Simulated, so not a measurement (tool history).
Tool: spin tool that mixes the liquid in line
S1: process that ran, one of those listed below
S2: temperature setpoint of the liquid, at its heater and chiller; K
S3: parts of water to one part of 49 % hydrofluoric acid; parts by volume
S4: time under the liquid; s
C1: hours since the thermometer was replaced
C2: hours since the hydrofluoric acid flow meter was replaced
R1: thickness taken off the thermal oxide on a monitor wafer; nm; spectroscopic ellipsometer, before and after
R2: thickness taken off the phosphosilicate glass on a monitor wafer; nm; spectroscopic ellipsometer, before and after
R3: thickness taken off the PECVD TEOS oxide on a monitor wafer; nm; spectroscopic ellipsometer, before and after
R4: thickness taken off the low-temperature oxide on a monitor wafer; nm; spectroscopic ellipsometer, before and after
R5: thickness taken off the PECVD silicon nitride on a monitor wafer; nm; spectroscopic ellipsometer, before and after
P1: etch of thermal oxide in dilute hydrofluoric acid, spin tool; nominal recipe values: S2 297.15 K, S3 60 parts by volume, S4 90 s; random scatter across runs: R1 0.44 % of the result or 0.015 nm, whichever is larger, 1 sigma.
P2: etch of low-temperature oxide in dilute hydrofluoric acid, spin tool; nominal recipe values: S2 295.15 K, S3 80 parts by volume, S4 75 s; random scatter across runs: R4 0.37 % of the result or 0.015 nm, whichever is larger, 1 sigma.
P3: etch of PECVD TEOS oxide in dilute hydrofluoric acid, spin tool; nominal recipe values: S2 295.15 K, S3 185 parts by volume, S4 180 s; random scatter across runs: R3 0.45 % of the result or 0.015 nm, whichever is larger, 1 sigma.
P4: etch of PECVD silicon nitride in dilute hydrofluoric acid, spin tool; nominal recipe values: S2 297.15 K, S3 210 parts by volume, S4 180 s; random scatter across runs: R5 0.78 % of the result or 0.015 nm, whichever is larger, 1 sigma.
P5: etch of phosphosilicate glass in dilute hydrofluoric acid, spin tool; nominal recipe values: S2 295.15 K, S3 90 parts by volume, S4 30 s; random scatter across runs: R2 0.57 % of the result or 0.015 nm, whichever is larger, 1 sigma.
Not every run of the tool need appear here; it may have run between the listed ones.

run	hour	S1	S2	S3	S4	C1	C2	R1	R2	R3	R4	R5
1	5.8	P1	297.15	60	90	201.5	281.2	7.3045				
2	9.8	P1	297.15	60	90	205.5	285.2	7.3584				
3	14.0	P5	295.15	90	15	209.7	289.4		17.248			
4	19.2	P1	297.15	105	155	214.9	294.6	6.8477				
5	22.0	P1	297.15	60	15	217.7	297.4	1.1996				
6	27.3	P1	297.15	60	90	223.0	302.7	7.3110				
7	30.1	P3	295.15	185	180	225.8	305.5			7.0977		
8	33.0	P1	290.65	60	90	228.7	308.4	5.5909				
9	37.9	P1	301.15	60	90	233.6	313.3	8.5925				
10	41.7	P2	295.15	110	75	237.4	317.1				22.404	
11	46.1	P5	295.15	90	30	241.8	321.5		34.913			
12	48.9	P1	291.15	95	90	244.6	324.3	3.4439				
13	51.8	P1	297.15	60	90	247.5	327.2	7.2944				
14	57.3	P3	295.15	45	180	253.0	332.7			34.3640		
15	61.8	P2	290.15	80	75	257.5	337.2				25.873	
16	67.4	P1	301.15	60	125	263.1	342.8	11.9380				
17	71.3	P4	297.15	210	180	267.0	346.7					2.95210
18	76.4	P3	295.15	185	180	272.1	351.8			7.0247		
19	81.5	P3	295.15	185	330	277.2	356.9			12.9030		
20	87.3	P5	295.15	160	30	283.0	362.7		18.184			
21	92.5	P1	297.15	30	90	288.2	367.9	15.1820				
22	96.6	P1	297.15	110	90	292.3	372.0	3.7575				
23	99.2	P1	297.15	60	135	294.9	374.6	10.9780				
24	104.0	P5	290.15	90	30	299.7	379.4		27.975			
25	109.1	P2	295.15	80	75	304.8	384.5				31.776	
26	114.7	P4	297.15	210	15	310.4	390.1					0.23556
27	120.6	P4	297.15	345	180	316.3	396.0					1.81740
28	123.9	P2	295.15	80	145	319.6	399.3				61.647	
29	126.8	P3	291.15	185	180	322.5	402.2			6.0702		
30	132.0	P1	297.15	60	90	327.7	407.4	7.2891				
31	134.7	P4	302.15	210	180	330.4	410.1					4.07690
32	139.3	P5	295.15	90	30	335.0	414.7		34.814			
33	145.0	P1	297.15	60	90	340.7	420.4	7.3448				
34	148.4	P1	297.15	60	90	344.1	423.8	7.0244				
35	152.1	P1	297.15	60	90	347.8	427.5	6.9356				

The next listed run, before its measurement:
36	157.3	P1	297.15	60	90	353.0	432.7	?				

{"run 36": {"R1": 6.7965}}
